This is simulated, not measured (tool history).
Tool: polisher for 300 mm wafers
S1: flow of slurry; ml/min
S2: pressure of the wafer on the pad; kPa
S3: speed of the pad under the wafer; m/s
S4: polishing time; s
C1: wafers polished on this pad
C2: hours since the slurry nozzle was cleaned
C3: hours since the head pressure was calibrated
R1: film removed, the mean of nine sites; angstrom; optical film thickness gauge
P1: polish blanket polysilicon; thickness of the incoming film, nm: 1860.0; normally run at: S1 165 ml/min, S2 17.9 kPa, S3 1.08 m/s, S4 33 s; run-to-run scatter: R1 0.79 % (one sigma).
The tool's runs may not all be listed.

run 1 hour=10.6 | S1=165 S2=17.9 S3=1.08 S4=33 | C1=429 C2=90.3 C3=530.3 | R1=3154.4
run 2 hour=24.4 | S1=165 S2=17.9 S3=0.68 S4=33 | C1=516 C2=104.1 C3=544.1 | R1=2001.3
run 3 hour=37.7 | S1=165 S2=17.9 S3=1.08 S4=33 | C1=600 C2=117.4 C3=557.4 | R1=3154.9
run 4 hour=52.7 | S1=255 S2=17.9 S3=0.7 S4=33 | C1=694 C2=132.4 C3=572.4 | R1=2178.2
run 5 hour=61.7 | S1=165 S2=24.1 S3=0.74 S4=33 | C1=751 C2=141.4 C3=581.4 | R1=2909.4
run 6 hour=75.3 | S1=165 S2=17.9 S3=1.08 S4=33 | C1=837 C2=155 C3=595 | R1=3213
run 7 hour=82.9 | S1=165 S2=12.4 S3=1.08 S4=33 | C1=885 C2=162.6 C3=602.6 | R1=2189.4
run 8 hour=89.9 | S1=165 S2=17.9 S3=1.08 S4=33 | C1=929 C2=169.6 C3=609.6 | R1=3160.5
run 9 hour=105.4 | S1=165 S2=17.9 S3=1.64 S4=33 | C1=1026 C2=185.1 C3=625.1 | R1=4837
run 10 hour=119.6 | S1=165 S2=17.9 S3=1.08 S4=42 | C1=1116 C2=199.3 C3=639.3 | R1=4041.5
run 11 hour=135.1 | S1=220 S2=17.9 S3=1.08 S4=33 | C1=1214 C2=214.8 C3=654.8 | R1=3311.8
-- hour=147.7 worn pad replaced by a new one
run 12 hour=148.5 | S1=100 S2=17.9 S3=1.08 S4=33 | C1=5 C2=228.2 C3=668.2 | R1=2848
run 13 hour=163.3 | S1=165 S2=17.9 S3=1.08 S4=33 | C1=98 C2=243 C3=683 | R1=3142.4
run 14 hour=176.2 | S1=255 S2=8.3 S3=1.08 S4=33 | C1=179 C2=255.9 C3=695.9 | R1=1540
run 15 hour=184.5 | S1=165 S2=26.2 S3=1.08 S4=33 | C1=232 C2=264.2 C3=704.2 | R1=4621.6
run 16 hour=197.9 | S1=165 S2=17.9 S3=1.08 S4=18 | C1=316 C2=277.6 C3=717.6 | R1=1726.5
run 17 hour=211.1 | S1=165 S2=17.9 S3=1.08 S4=33 | C1=399 C2=290.8 C3=730.8 | R1=3158
run 18 hour=219.8 | S1=165 S2=17.9 S3=1.08 S4=33 | C1=454 C2=299.5 C3=739.5 | R1=3067
run 19 hour=235 | S1=165 S2=17.9 S3=1.08 S4=33 | C1=550 C2=314.7 C3=754.7 | R1=2964.6
run 20 hour=250 | S1=165 S2=17.9 S3=1.08 S4=33 | C1=644 C2=329.7 C3=769.7 | R1=2916.1
-- hour=258.5 worn pad replaced by a new one
run 21 hour=260.2 | S1=165 S2=17.9 S3=1.08 S4=33 | C1=10 C2=339.9 C3=779.9 | R1=2985.5
run 22 hour=268.1 | S1=165 S2=17.9 S3=1.08 S4=33 | C1=60 C2=347.8 C3=787.8 | R1=2892.1
run 23 hour=282.7 | S1=165 S2=17.9 S3=1.08 S4=33 | C1=152 C2=362.4 C3=802.4 | R1=2922.2
run 24 hour=294.5 | S1=165 S2=17.9 S3=1.08 S4=33 | C1=227 C2=374.2 C3=814.2 | R1=2911.2
run 25 hour=305.3 | S1=165 S2=17.9 S3=1.08 S4=33 | C1=295 C2=385 C3=825 | R1=2893.7
run 26 hour=320.4 | S1=165 S2=17.9 S3=1.08 S4=33 | C1=390 C2=400.1 C3=840.1 | R1=2889.4

What P1 gives has crept away from where it was. These 2 causes fit the log equally well, each at the size given:
A: slurry flow missing at the pad, % = 37.9
B: head's pressure below its setpoint, % = 9.02
The creep began at about hour 211.1.
Why every other cause is out:
removal rate lost through wear of the pad, %: serviced at hour 258.5, which brought nothing back

4 check runs are offered, each on 2 wafers whose results are averaged, their results left as question marks. Which one tells the causes apart?
run check 1 hour=335.5 | S1=165 S2=24.8 S3=1.6 S4=33 | R1=?
run check 2 hour=335.5 | S1=100 S2=13.8 S3=1.08 S4=33 | R1=?
run check 3 hour=335.5 | S1=165 S2=25.5 S3=0.76 S4=33 | R1=?
run check 4 hour=335.5 | S1=165 S2=22.8 S3=1.08 S4=20 | R1=?

What each check would give under each cause:
check=check_1 result=R1 if_A=5916 if_B=5915.6
check=check_2 result=R1 if_A=1904.2 if_B=2006.3
check=check_3 result=R1 if_A=2888.2 if_B=2888
check=check_4 result=R1 if_A=2218.5 if_B=2218.4
How far apart the two closest causes lie, in the result that separates them most: check 1 0.01 %; check 2 5.22 %; check 3 0.01 %; check 4 0.01 %
Check 2 tells the causes apart: in the others they would give nearly the same result.

Then check 2 was run and gave: R1 2023.6 angstrom. Which cause is it?

It is B: head's pressure below its setpoint, %.
